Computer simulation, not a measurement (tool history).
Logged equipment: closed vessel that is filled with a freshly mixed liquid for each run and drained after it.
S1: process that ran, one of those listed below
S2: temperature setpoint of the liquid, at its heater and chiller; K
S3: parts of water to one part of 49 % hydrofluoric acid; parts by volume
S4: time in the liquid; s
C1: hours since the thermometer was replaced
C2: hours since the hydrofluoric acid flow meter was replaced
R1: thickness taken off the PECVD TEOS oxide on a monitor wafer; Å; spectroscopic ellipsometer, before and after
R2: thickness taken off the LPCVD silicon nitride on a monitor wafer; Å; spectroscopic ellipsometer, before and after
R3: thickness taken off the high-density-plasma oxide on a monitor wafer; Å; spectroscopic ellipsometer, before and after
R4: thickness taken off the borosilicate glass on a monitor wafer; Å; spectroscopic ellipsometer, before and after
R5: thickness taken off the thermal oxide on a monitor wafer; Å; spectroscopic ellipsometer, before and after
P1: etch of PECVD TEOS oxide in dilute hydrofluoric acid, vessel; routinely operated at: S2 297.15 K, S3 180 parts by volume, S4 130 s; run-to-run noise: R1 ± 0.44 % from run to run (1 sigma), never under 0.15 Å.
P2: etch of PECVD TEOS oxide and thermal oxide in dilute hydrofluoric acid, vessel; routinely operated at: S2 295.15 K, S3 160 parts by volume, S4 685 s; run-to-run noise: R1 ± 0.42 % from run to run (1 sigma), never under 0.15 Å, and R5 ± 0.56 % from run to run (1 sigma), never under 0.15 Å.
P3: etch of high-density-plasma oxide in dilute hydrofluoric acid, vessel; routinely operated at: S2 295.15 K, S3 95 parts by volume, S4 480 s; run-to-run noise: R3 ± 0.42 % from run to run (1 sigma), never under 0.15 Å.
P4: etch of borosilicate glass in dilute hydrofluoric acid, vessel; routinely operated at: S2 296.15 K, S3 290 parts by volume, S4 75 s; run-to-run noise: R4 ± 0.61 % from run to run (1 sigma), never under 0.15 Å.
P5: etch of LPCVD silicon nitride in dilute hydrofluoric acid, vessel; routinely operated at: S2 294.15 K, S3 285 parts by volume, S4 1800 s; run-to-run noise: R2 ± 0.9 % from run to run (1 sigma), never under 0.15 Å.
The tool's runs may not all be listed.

Run 1, hour 7.9: S1 P1, S2 297.15 K, S3 180 parts by volume, S4 130 s; C1 760.7; C2 220.7. Result: R1 60.298 Å.
Run 2, hour 20.1: S1 P1, S2 297.15 K, S3 180 parts by volume, S4 130 s; C1 772.9; C2 232.9. Result: R1 60.1 Å.
Run 3, hour 31.7: S1 P1, S2 303.65 K, S3 180 parts by volume, S4 130 s; C1 784.5; C2 244.5. Result: R1 75.209 Å.
Run 4, hour 42.4: S1 P5, S2 294.15 K, S3 285 parts by volume, S4 1800 s; C1 795.2; C2 255.2. Result: R2 27.853 Å.
Run 5, hour 51.4: S1 P3, S2 295.15 K, S3 95 parts by volume, S4 480 s; C1 804.2; C2 264.2. Result: R3 247.98 Å.
Run 6, hour 63.1: S1 P1, S2 297.15 K, S3 180 parts by volume, S4 130 s; C1 815.9; C2 275.9. Result: R1 59.28 Å.
Run 7, hour 77.4: S1 P1, S2 297.15 K, S3 275 parts by volume, S4 130 s; C1 830.2; C2 290.2. Result: R1 35.133 Å.
Run 8, hour 87.1: S1 P1, S2 297.15 K, S3 180 parts by volume, S4 130 s; C1 839.9; C2 299.9. Result: R1 59.156 Å.
Run 9, hour 102.1: S1 P5, S2 298.65 K, S3 285 parts by volume, S4 1800 s; C1 854.9; C2 314.9. Result: R2 36.202 Å.
At hour 108: thermometer replaced.
Run 10, hour 113.1: S1 P1, S2 293.65 K, S3 180 parts by volume, S4 70 s; C1 5.2; C2 325.9. Result: R1 28.192 Å.
Run 11, hour 121.9: S1 P5, S2 294.15 K, S3 285 parts by volume, S4 245 s; C1 14; C2 334.7. Result: R2 3.6148 Å.
Run 12, hour 134.6: S1 P4, S2 296.15 K, S3 50 parts by volume, S4 75 s; C1 26.7; C2 347.4. Result: R4 286.91 Å.
Run 13, hour 149.6: S1 P3, S2 295.15 K, S3 95 parts by volume, S4 210 s; C1 41.7; C2 362.4. Result: R3 108.55 Å.
Run 14, hour 161.4: S1 P5, S2 294.15 K, S3 285 parts by volume, S4 1800 s; C1 53.5; C2 374.2. Result: R2 27.418 Å.
Run 15, hour 172.8: S1 P2, S2 295.15 K, S3 160 parts by volume, S4 685 s; C1 64.9; C2 385.6. Result: R1 313.3 Å, R5 175.77 Å.
Run 16, hour 180.8: S1 P3, S2 295.15 K, S3 165 parts by volume, S4 480 s; C1 72.9; C2 393.6. Result: R3 131.67 Å.
Run 17, hour 192.9: S1 P1, S2 297.15 K, S3 115 parts by volume, S4 130 s; C1 85; C2 405.7. Result: R1 100.24 Å.
Run 18, hour 207.2: S1 P5, S2 294.15 K, S3 450 parts by volume, S4 1800 s; C1 99.3; C2 420. Result: R2 17.603 Å.
Run 19, hour 222.3: S1 P1, S2 290.65 K, S3 180 parts by volume, S4 130 s; C1 114.4; C2 435.1. Result: R1 46.192 Å.
Run 20, hour 234.7: S1 P4, S2 296.15 K, S3 290 parts by volume, S4 75 s; C1 126.8; C2 447.5. Result: R4 38.256 Å.
Run 21, hour 246.3: S1 P3, S2 295.15 K, S3 95 parts by volume, S4 480 s; C1 138.4; C2 459.1. Result: R3 247.2 Å.
At hour 246.9: hydrofluoric acid flow meter replaced.
Run 22, hour 255.1: S1 P4, S2 296.15 K, S3 290 parts by volume, S4 75 s; C1 147.2; C2 8.2. Result: R4 38.127 Å.
Run 23, hour 270.2: S1 P4, S2 296.15 K, S3 290 parts by volume, S4 30 s; C1 162.3; C2 23.3. Result: R4 15.435 Å.
Run 24, hour 282.5: S1 P2, S2 295.15 K, S3 160 parts by volume, S4 1210 s; C1 174.6; C2 35.6. Result: R1 549.39 Å, R5 311.94 Å.
Run 25, hour 293.9: S1 P4, S2 290.15 K, S3 290 parts by volume, S4 75 s; C1 186; C2 47. Result: R4 30.703 Å.
Run 26, hour 307: S1 P1, S2 297.15 K, S3 180 parts by volume, S4 240 s; C1 199.1; C2 60.1. Result: R1 110.05 Å.
Run 27, hour 317.5: S1 P1, S2 297.15 K, S3 180 parts by volume, S4 130 s; C1 209.6; C2 70.6. Result: R1 59.155 Å.
Run 28, hour 331.2: S1 P1, S2 297.15 K, S3 180 parts by volume, S4 130 s; C1 223.3; C2 84.3. Result: R1 59.354 Å.
Run 29, hour 339: S1 P2, S2 303.15 K, S3 160 parts by volume, S4 685 s; C1 231.1; C2 92.1. Result: R1 420.08 Å, R5 237.72 Å.
Run 30, hour 347.7: S1 P2, S2 295.15 K, S3 295 parts by volume, S4 685 s; C1 239.8; C2 100.8. Result: R1 149.24 Å, R5 83.876 Å.
Run 31, hour 359.3: S1 P3, S2 290.15 K, S3 95 parts by volume, S4 480 s; C1 251.4; C2 112.4. Result: R3 200.25 Å.
Run 32, hour 367.1: S1 P1, S2 297.15 K, S3 180 parts by volume, S4 45 s; C1 259.2; C2 120.2. Result: R1 20.637 Å.
Run 33, hour 374.1: S1 P1, S2 297.15 K, S3 180 parts by volume, S4 130 s; C1 266.2; C2 127.2. Result: R1 59.992 Å.
Run 34, hour 387.4: S1 P1, S2 297.15 K, S3 180 parts by volume, S4 130 s; C1 279.5; C2 140.5. Result: R1 60.85 Å.
Run 35, hour 395.8: S1 P1, S2 297.15 K, S3 180 parts by volume, S4 130 s; C1 287.9; C2 148.9. Result: R1 61.927 Å.
Run 36, hour 404.6: S1 P1, S2 297.15 K, S3 180 parts by volume, S4 130 s; C1 296.7; C2 157.7. Result: R1 62.426 Å.
Run 37, hour 413.4: S1 P1, S2 297.15 K, S3 180 parts by volume, S4 130 s; C1 305.5; C2 166.5. Result: R1 62.336 Å.
Run 38, hour 422.6: S1 P1, S2 297.15 K, S3 180 parts by volume, S4 130 s; C1 314.7; C2 175.7. Result: R1 63.016 Å.

Run 39, settings as shown, results not yet in. Your forecast:
Run 39, hour 434: S1 P1, S2 297.15 K, S3 180 parts by volume, S4 130 s; C1 326.1; C2 187.1. Result: R1 ?.

R1: 63.423 Å
